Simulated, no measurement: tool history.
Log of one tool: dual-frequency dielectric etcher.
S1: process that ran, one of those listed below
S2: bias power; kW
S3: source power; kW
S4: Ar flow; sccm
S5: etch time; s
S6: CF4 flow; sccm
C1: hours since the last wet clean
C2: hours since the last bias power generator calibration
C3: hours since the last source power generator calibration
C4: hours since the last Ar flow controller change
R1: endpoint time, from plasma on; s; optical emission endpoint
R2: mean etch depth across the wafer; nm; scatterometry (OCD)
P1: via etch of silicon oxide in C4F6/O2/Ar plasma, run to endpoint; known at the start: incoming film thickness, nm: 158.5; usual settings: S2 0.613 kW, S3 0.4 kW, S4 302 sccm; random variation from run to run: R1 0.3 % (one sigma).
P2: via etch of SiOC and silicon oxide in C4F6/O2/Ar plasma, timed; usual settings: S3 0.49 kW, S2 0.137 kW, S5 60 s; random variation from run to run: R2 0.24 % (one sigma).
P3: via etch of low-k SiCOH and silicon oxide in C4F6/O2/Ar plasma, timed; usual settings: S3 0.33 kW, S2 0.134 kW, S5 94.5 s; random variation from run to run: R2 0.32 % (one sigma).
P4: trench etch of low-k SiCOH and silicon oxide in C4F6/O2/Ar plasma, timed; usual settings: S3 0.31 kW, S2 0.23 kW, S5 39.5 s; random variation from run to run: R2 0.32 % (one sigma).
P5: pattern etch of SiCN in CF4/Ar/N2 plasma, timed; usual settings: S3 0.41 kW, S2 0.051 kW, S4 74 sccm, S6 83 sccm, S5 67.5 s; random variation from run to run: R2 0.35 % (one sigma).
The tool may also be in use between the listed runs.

Run 1, hour 8.1: S1 P1, S2 0.613 kW, S3 0.4 kW, S4 302 sccm; C1 276.9; C2 807.7; C3 2406.4; C4 2841. Result: R1 34.137 s.
Run 2, hour 20.5: S1 P2, S2 0.08 kW, S3 0.49 kW, S5 60 s; C1 289.3; C2 820.1; C3 2418.8; C4 2853.4. Result: R2 55.766 nm.
Run 3, hour 35.1: S1 P2, S2 0.137 kW, S3 0.49 kW, S5 60 s; C1 303.9; C2 834.7; C3 2433.4; C4 2868. Result: R2 64.509 nm.
Run 4, hour 41.7: S1 P2, S2 0.137 kW, S3 0.49 kW, S5 60 s; C1 310.5; C2 841.3; C3 2440; C4 2874.6. Result: R2 64.481 nm.
Run 5, hour 50.9: S1 P5, S2 0.033 kW, S3 0.41 kW, S4 74 sccm, S5 67.5 s, S6 83 sccm; C1 319.7; C2 850.5; C3 2449.2; C4 2883.8. Result: R2 43.713 nm.
Run 6, hour 65.4: S1 P3, S2 0.134 kW, S3 0.33 kW, S5 94.5 s; C1 334.2; C2 865; C3 2463.7; C4 2898.3. Result: R2 234.61 nm.
Run 7, hour 72.8: S1 P1, S2 0.613 kW, S3 0.4 kW, S4 238 sccm; C1 341.6; C2 872.4; C3 2471.1; C4 2905.7. Result: R1 33.284 s.
Run 8, hour 79.9: S1 P1, S2 0.731 kW, S3 0.4 kW, S4 302 sccm; C1 348.7; C2 879.5; C3 2478.2; C4 2912.8. Result: R1 32.047 s.
Run 9, hour 86.7: S1 P1, S2 0.613 kW, S3 0.55 kW, S4 302 sccm; C1 355.5; C2 886.3; C3 2485; C4 2919.6. Result: R1 30.367 s.
Run 10, hour 99.1: S1 P5, S2 0.051 kW, S3 0.41 kW, S4 90 sccm, S5 67.5 s, S6 83 sccm; C1 367.9; C2 898.7; C3 2497.4; C4 2932. Result: R2 47.904 nm.
Run 11, hour 111.3: S1 P4, S2 0.23 kW, S3 0.31 kW, S5 39.5 s; C1 380.1; C2 910.9; C3 2509.6; C4 2944.2. Result: R2 118.89 nm.
Run 12, hour 119.2: S1 P1, S2 0.758 kW, S3 0.4 kW, S4 229 sccm; C1 388; C2 918.8; C3 2517.5; C4 2952.1. Result: R1 30.562 s.
Run 13, hour 128: S1 P4, S2 0.23 kW, S3 0.31 kW, S5 54 s; C1 396.8; C2 927.6; C3 2526.3; C4 2960.9. Result: R2 162.35 nm.
Run 14, hour 141.6: S1 P2, S2 0.137 kW, S3 0.69 kW, S5 60 s; C1 410.4; C2 941.2; C3 2539.9; C4 2974.5. Result: R2 73.834 nm.
Run 15, hour 153.8: S1 P5, S2 0.051 kW, S3 0.41 kW, S4 74 sccm, S5 67.5 s, S6 83 sccm; C1 422.6; C2 953.4; C3 2552.1; C4 2986.7. Result: R2 49.706 nm.
Run 16, hour 161.1: S1 P1, S2 0.613 kW, S3 0.4 kW, S4 390 sccm; C1 429.9; C2 960.7; C3 2559.4; C4 2994. Result: R1 35.242 s.
Run 17, hour 167.9: S1 P1, S2 0.613 kW, S3 0.4 kW, S4 302 sccm; C1 436.7; C2 967.5; C3 2566.2; C4 3000.8. Result: R1 34.385 s.
Run 18, hour 178.5: S1 P4, S2 0.318 kW, S3 0.31 kW, S5 39.5 s; C1 447.3; C2 978.1; C3 2576.8; C4 3011.4. Result: R2 133.88 nm.
Run 19, hour 187.3: S1 P5, S2 0.051 kW, S3 0.41 kW, S4 74 sccm, S5 67.5 s, S6 66 sccm; C1 456.1; C2 986.9; C3 2585.6; C4 3020.2. Result: R2 47.869 nm.
Run 20, hour 201: S1 P3, S2 0.134 kW, S3 0.33 kW, S5 52 s; C1 469.8; C2 1000.6; C3 2599.3; C4 3033.9. Result: R2 129.32 nm.
Run 21, hour 214.2: S1 P1, S2 0.613 kW, S3 0.4 kW, S4 302 sccm; C1 483; C2 1013.8; C3 2612.5; C4 3047.1. Result: R1 34.213 s.
Run 22, hour 225.4: S1 P1, S2 0.394 kW, S3 0.4 kW, S4 302 sccm; C1 494.2; C2 1025; C3 2623.7; C4 3058.3. Result: R1 40.125 s.
Run 23, hour 239.8: S1 P2, S2 0.137 kW, S3 0.49 kW, S5 79.5 s; C1 508.6; C2 1039.4; C3 2638.1; C4 3072.7. Result: R2 85.441 nm.
Run 24, hour 251.8: S1 P3, S2 0.134 kW, S3 0.44 kW, S5 94.5 s; C1 520.6; C2 1051.4; C3 2650.1; C4 3084.7. Result: R2 264.3 nm.
Run 25, hour 261.8: S1 P5, S2 0.051 kW, S3 0.41 kW, S4 74 sccm, S5 43 s, S6 83 sccm; C1 530.6; C2 1061.4; C3 2660.1; C4 3094.7. Result: R2 31.451 nm.
Run 26, hour 272.4: S1 P4, S2 0.23 kW, S3 0.22 kW, S5 39.5 s; C1 541.2; C2 1072; C3 2670.7; C4 3105.3. Result: R2 104.26 nm.
Run 27, hour 279.5: S1 P3, S2 0.079 kW, S3 0.33 kW, S5 94.5 s; C1 548.3; C2 1079.1; C3 2677.8; C4 3112.4. Result: R2 202.51 nm.
Run 28, hour 290.2: S1 P1, S2 0.613 kW, S3 0.4 kW, S4 302 sccm; C1 559; C2 1089.8; C3 2688.5; C4 3123.1. Result: R1 34.296 s.
Run 29, hour 303.9: S1 P4, S2 0.23 kW, S3 0.31 kW, S5 39.5 s; C1 572.7; C2 1103.5; C3 2702.2; C4 3136.8. Result: R2 119.8 nm.
Run 30, hour 314.2: S1 P1, S2 0.613 kW, S3 0.27 kW, S4 302 sccm; C1 583; C2 1113.8; C3 2712.5; C4 3147.1. Result: R1 39.474 s.
Run 31, hour 321.7: S1 P1, S2 0.613 kW, S3 0.4 kW, S4 302 sccm; C1 590.5; C2 1121.3; C3 2720; C4 3154.6. Result: R1 34.068 s.
Run 32, hour 329.7: S1 P5, S2 0.051 kW, S3 0.41 kW, S4 74 sccm, S5 67.5 s, S6 83 sccm; C1 598.5; C2 1129.3; C3 2728; C4 3162.6. Result: R2 49.846 nm.
Run 33, hour 337.3: S1 P5, S2 0.051 kW, S3 0.32 kW, S4 74 sccm, S5 67.5 s, S6 83 sccm; C1 606.1; C2 1136.9; C3 2735.6; C4 3170.2. Result: R2 39.764 nm.
Run 34, hour 346.4: S1 P1, S2 0.613 kW, S3 0.4 kW, S4 302 sccm; C1 615.2; C2 1146; C3 2744.7; C4 3179.3. Result: R1 34.112 s.
Run 35, hour 357.4: S1 P1, S2 0.613 kW, S3 0.4 kW, S4 302 sccm; C1 626.2; C2 1157; C3 2755.7; C4 3190.3. Result: R1 33.838 s.
Run 36, hour 366.4: S1 P1, S2 0.613 kW, S3 0.4 kW, S4 302 sccm; C1 635.2; C2 1166; C3 2764.7; C4 3199.3. Result: R1 33.831 s.
Run 37, hour 376.2: S1 P1, S2 0.613 kW, S3 0.4 kW, S4 302 sccm; C1 645; C2 1175.8; C3 2774.5; C4 3209.1. Result: R1 33.631 s.
At hour 380.2: wet clean of the chamber.
Run 38, hour 387.9: S1 P1, S2 0.613 kW, S3 0.4 kW, S4 302 sccm; C1 7.8; C2 1187.5; C3 2786.2; C4 3220.8. Result: R1 33.498 s.
At hour 393.4: Ar flow controller replaced.
Run 39, hour 395.6: S1 P1, S2 0.613 kW, S3 0.4 kW, S4 302 sccm; C1 15.5; C2 1195.2; C3 2793.9; C4 2.2. Result: R1 33.596 s.
Run 40, hour 403.6: S1 P1, S2 0.613 kW, S3 0.4 kW, S4 302 sccm; C1 23.5; C2 1203.2; C3 2801.9; C4 10.2. Result: R1 33.507 s.
Run 41, hour 415.6: S1 P1, S2 0.613 kW, S3 0.4 kW, S4 302 sccm; C1 35.5; C2 1215.2; C3 2813.9; C4 22.2. Result: R1 33.504 s.
Run 42, hour 428.9: S1 P1, S2 0.613 kW, S3 0.4 kW, S4 302 sccm; C1 48.8; C2 1228.5; C3 2827.2; C4 35.5. Result: R1 33.5 s.

What P1 gives has crept away from where it was. These 2 causes fit the log equally well, each at the size given:
A: source power that arrives over what is set, % = 4.86
B: bias power that arrives over what is set, % = 4.6
The creep began at about hour 346.4.
Why every other cause is out:
chamber walls in a state that raises the etch rate, %: serviced at hour 380.2, which brought nothing back
Ar flow that arrives under what is set, %: serviced at hour 393.4, which brought nothing back

4 check runs are offered, one wafer each, their results left as question marks. Which one tells the causes apart?
Run check 1, hour 442.2: S1 P5, S2 0.051 kW, S3 0.41 kW, S4 84 sccm, S5 67.5 s, S6 83 sccm. Result: R2 ?.
Run check 2, hour 442.2: S1 P2, S2 0.137 kW, S3 0.67 kW, S5 75 s. Result: R2 ?.
Run check 3, hour 442.2: S1 P3, S2 0.086 kW, S3 0.41 kW, S5 94.5 s. Result: R2 ?.
Run check 4, hour 442.2: S1 P4, S2 0.23 kW, S3 0.26 kW, S5 48.5 s. Result: R2 ?.

What each check would give under each cause:
  check  result    if A    if B
check 1      R2  50.884  49.454
check 2      R2  93.093  92.554
check 3      R2  230.78  229.03
check 4      R2  139.26  138.89
How far apart the two closest causes lie, in the result that separates them most: check 1 2.85 %; check 2 0.58 %; check 3 0.76 %; check 4 0.26 %
Check 1 tells the causes apart: in the others they would give nearly the same result.

Then check 1 was run and gave: R2 49.576 nm. Which cause is it?

It is B: bias power that arrives over what is set, %.
